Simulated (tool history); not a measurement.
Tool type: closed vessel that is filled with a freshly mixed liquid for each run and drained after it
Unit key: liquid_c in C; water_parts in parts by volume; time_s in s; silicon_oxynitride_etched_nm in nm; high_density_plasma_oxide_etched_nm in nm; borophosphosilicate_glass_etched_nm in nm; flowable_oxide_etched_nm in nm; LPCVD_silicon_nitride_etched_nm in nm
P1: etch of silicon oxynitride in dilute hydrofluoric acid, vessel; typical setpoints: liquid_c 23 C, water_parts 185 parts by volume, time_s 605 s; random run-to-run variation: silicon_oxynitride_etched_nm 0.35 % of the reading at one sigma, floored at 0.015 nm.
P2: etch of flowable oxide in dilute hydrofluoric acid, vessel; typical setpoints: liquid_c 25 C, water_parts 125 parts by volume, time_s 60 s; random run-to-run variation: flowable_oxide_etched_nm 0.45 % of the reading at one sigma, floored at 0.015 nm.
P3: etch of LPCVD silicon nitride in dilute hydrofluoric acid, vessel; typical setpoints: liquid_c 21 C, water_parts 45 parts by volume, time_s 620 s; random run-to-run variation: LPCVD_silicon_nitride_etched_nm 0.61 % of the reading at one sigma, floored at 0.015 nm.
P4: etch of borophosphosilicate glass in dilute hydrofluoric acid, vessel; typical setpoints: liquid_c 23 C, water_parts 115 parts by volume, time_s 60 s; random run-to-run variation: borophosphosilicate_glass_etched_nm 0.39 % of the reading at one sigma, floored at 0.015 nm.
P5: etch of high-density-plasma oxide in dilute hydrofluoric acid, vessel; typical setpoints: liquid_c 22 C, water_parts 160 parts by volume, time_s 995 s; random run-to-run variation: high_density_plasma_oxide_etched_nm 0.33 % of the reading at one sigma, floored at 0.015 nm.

run,hour,process,liquid_c,water_parts,time_s,hours since the thermometer was replaced,hours since the hydrofluoric acid flow meter was replaced,silicon_oxynitride_etched_nm,high_density_plasma_oxide_etched_nm,borophosphosilicate_glass_etched_nm,flowable_oxide_etched_nm,LPCVD_silicon_nitride_etched_nm
1,7.4,P1,23,185,605,1015.3,542.4,6.4608,,,,
2,15.9,P5,17,160,995,1023.8,550.9,,34.831,,,
3,25.3,P4,17,115,60,1033.2,560.3,,,19.478,,
4,36.1,P1,23,185,1080,1044,571.1,11.516,,,,
5,44,P1,30.5,75,605,1051.9,579,24.533,,,,
6,54.4,P1,28.5,185,605,1062.3,589.4,8.1505,,,,
7,67.5,P2,25,35,60,1075.4,602.5,,,,51.064,
8,79,P3,21,45,620,1086.9,614,,,,,5.3289
9,87,P2,25,125,30,1094.9,622,,,,6.3493,
10,94.8,P3,27.5,45,620,1102.7,629.8,,,,,8.2223
11,105.3,P1,23,65,605,1113.2,640.3,19.993,,,,
12,118.8,P1,23,185,605,1126.7,653.8,6.4091,,,,
13,127.2,P5,22,160,995,1135.1,662.2,,42.604,,,
14,140.1,P5,22,160,995,1148,675.1,,42.368,,,
15,148.2,P1,23,185,605,1156.1,683.2,6.4245,,,,
16,155.3,P1,23,330,605,1163.2,690.3,3.2755,,,,
17,162.8,P1,23,185,175,1170.7,697.8,1.8708,,,,
18,175.2,P5,22,75,995,1183.1,710.2,,99.133,,,
19,188.5,P1,28,260,605,1196.4,723.5,5.358,,,,
20,198.5,P4,23,20,60,1206.4,733.5,,,160.18,,
21,210.7,P2,25,125,60,1218.6,745.7,,,,12.703,
22,224,P4,23,115,60,1231.9,759,,,24.763,,
23,235.3,P3,21,20,620,1243.2,770.3,,,,,11.535
24,247.8,P1,23,185,605,1255.7,782.8,6.4216,,,,
25,261.6,P1,23,185,605,1269.5,796.6,6.4397,,,,
26,273.8,P3,21,45,155,1281.7,808.8,,,,,1.3014
27,285.2,P4,23,115,30,1293.1,820.2,,,12.469,,
28,297.2,P1,27,185,160,1305.1,832.2,2.0498,,,,
29,307.3,P1,23,185,605,1315.2,842.3,6.3877,,,,
30,317.9,P2,17,125,60,1325.8,852.9,,,,9.2449,
31,325.6,P1,17,185,605,1333.5,860.6,4.8449,,,,
32,337.1,P5,22,160,90,1345,872.1,,3.822,,,
33,349.9,P1,23,185,605,1357.8,884.9,6.424,,,,
34,363.5,P1,23,185,605,1371.4,898.5,6.1315,,,,

Expected results for the next run?
35,373,P1,23,185,605,1380.9,908,?,,,,

Run 35 produced silicon_oxynitride_etched_nm 6.0238 nm.
